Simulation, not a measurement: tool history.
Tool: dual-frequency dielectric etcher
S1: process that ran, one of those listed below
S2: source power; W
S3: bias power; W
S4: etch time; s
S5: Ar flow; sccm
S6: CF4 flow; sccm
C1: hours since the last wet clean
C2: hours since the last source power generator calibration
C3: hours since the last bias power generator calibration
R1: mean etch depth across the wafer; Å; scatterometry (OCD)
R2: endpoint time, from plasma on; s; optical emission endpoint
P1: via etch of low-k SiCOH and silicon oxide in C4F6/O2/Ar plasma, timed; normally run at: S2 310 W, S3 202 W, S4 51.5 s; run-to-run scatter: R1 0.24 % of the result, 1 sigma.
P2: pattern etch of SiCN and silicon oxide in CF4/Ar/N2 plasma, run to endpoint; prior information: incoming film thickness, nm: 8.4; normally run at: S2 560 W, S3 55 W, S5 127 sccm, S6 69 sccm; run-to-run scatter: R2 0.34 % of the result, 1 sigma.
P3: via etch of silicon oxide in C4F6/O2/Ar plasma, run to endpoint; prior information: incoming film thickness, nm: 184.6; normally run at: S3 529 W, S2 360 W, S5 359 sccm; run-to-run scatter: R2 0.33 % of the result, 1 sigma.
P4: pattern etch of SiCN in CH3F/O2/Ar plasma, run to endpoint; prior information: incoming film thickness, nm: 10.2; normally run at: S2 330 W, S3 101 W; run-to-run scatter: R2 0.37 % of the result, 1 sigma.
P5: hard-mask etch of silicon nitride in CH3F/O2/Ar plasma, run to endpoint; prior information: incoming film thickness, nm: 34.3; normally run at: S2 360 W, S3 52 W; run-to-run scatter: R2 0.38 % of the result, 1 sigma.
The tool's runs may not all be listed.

run     day  S1   S2   S3    S4   S5  S6     C1      C2      C3       R1       R2
  1   0.333  P1  310  202  51.5           233.8  1274.3  1025.1  1258.70
  2   0.617  P1  310  202  51.5           240.6  1281.1  1031.9  1257.80
  3   0.854  P1  430  202  51.5           246.3  1286.8  1037.6  1429.70
  4   1.054  P4  330  101                 251.1  1291.6  1042.4           25.6250
  5   1.467  P4  430  101                 261.0  1301.5  1052.3           23.2230
  6   1.829  P2  560   69        127  69  269.7  1310.2  1061.0            8.3915
  7   2.217  P1  200  163  51.5           279.0  1319.5  1070.3   991.37
  8   2.533  P1  310  130  73.5           286.6  1327.1  1077.9  1573.20
  9   2.838  P2  560   55        168  69  293.9  1334.4  1085.2            9.5613
 10   3.079  P1  240  127  51.5           299.7  1340.2  1091.0   983.27
 11   3.450  P1  310  239  51.5           308.6  1349.1  1099.9  1333.10
 12   3.767  P1  310  202  51.5           316.2  1356.7  1107.5  1258.00
 13   4.029  P3  360  529        359      322.5  1363.0  1113.8           41.3450
 14   4.233  P2  560   55        127  69  327.4  1367.9  1118.7            9.0271
 15   4.458  P3  360  529        481      332.8  1373.3  1124.1           42.8130
 16   4.796  P1  310  202  51.5           340.9  1381.4  1132.2  1265.20
 17   5.158  P5  360   42                 349.6  1390.1  1140.9           61.3080
 18   5.492  P1  310  202  30.5           357.6  1398.1  1148.9   748.14
 19   5.838  P5  480   52                 365.9  1406.4  1157.2           51.4010
 20   6.083  P1  310  202  64.0           371.8  1412.3  1163.1  1573.60
 21   6.367  P3  360  708        359      378.6  1419.1  1169.9           36.9090
 22   6.812  P1  220  202  51.5           389.3  1429.8  1180.6  1109.50
 23   7.129  P2  560   55        127  69  396.9  1437.4  1188.2            9.0783
 24   7.550  P1  310  165  51.5           407.0  1447.5  1198.3  1182.30
 25   7.804  P3  490  529        359      413.1  1453.6  1204.4           36.6320
 26   8.062  P4  330  134                 419.3  1459.8  1210.6           23.0280
 27   8.354  P2  560   55        127  95  426.3  1466.8  1217.6            8.5417
 28   8.775  P5  360   52                 436.4  1476.9  1227.7           57.7170
 29   9.000  P2  410   55        127  69  441.8  1482.3  1233.1           11.8970
 30   9.208  P1  310  202  51.5           446.8  1487.3  1238.1  1266.70
 31   9.583  P1  310  202  51.5           455.8  1496.3  1247.1  1256.10
 32   9.838  P1  310  202  51.5           461.9  1502.4  1253.2  1266.10
 33  10.133  P1  310  202  51.5           469.0  1509.5  1260.3  1272.10
 34  10.371  P1  310  202  51.5           474.7  1515.2  1266.0  1276.60
 35  10.796  P1  310  202  51.5           484.9  1525.4  1276.2  1278.00
     10.888  -- wet clean of the chamber
 36  11.088  P1  310  202  51.5             4.9  1532.4  1283.2  1276.20
 37  11.354  P1  310  202  51.5            11.3  1538.8  1289.6  1282.30
 38  11.771  P1  310  202  51.5            21.3  1548.8  1299.6  1282.80
 39  12.167  P1  310  202  51.5            30.8  1558.3  1309.1  1281.20
 40  12.383  P1  310  202  51.5            36.0  1563.5  1314.3  1281.50
 41  12.742  P1  310  202  51.5            44.6  1572.1  1322.9  1285.10
 42  13.121  P1  310  202  51.5            53.7  1581.2  1332.0  1280.70

What P1 gives has crept away from where it was. These 2 causes fit the log equally well, each at the size given:
A: bias power that arrives over what is set, % = 4.82
B: source power that arrives over what is set, % = 4.13
At approximately day 9.583, the process output began to creep.
Why every other cause is out:
chamber walls in a state that raises the etch rate, %: serviced at day 10.888, after the drift had started, without restoring the earlier output

Below are 4 check runs, each averaged over 2 wafers, with their results shown as question marks. Which of them would give clearly different results depending on which cause is behind the drift?
check 1  13.500  P5  360   52                                ?
check 2  13.500  P2  560   55      127  69                   ?
check 3  13.500  P3  360  529      359                       ?
check 4  13.500  P4  330  101                                ?

Check results expected under each cause:
  check  result     if A     if B
check 1      R2  56.6320  56.6010
check 2      R2   8.9007   8.7202
check 3      R2  40.5150  40.6380
check 4      R2  25.1720  25.2530
Separation of the two closest causes in each check, using whichever result separates them best: check 1 0.05 %; check 2 2.05 %; check 3 0.3 %; check 4 0.32 %
The causes can be told apart only by check 2. The other checks would give nearly the same results under each of them.

After running check 2, the following was obtained: R2 8.8816 s. Which cause does this point to?

It was cause A: bias power that arrives over what is set, %.
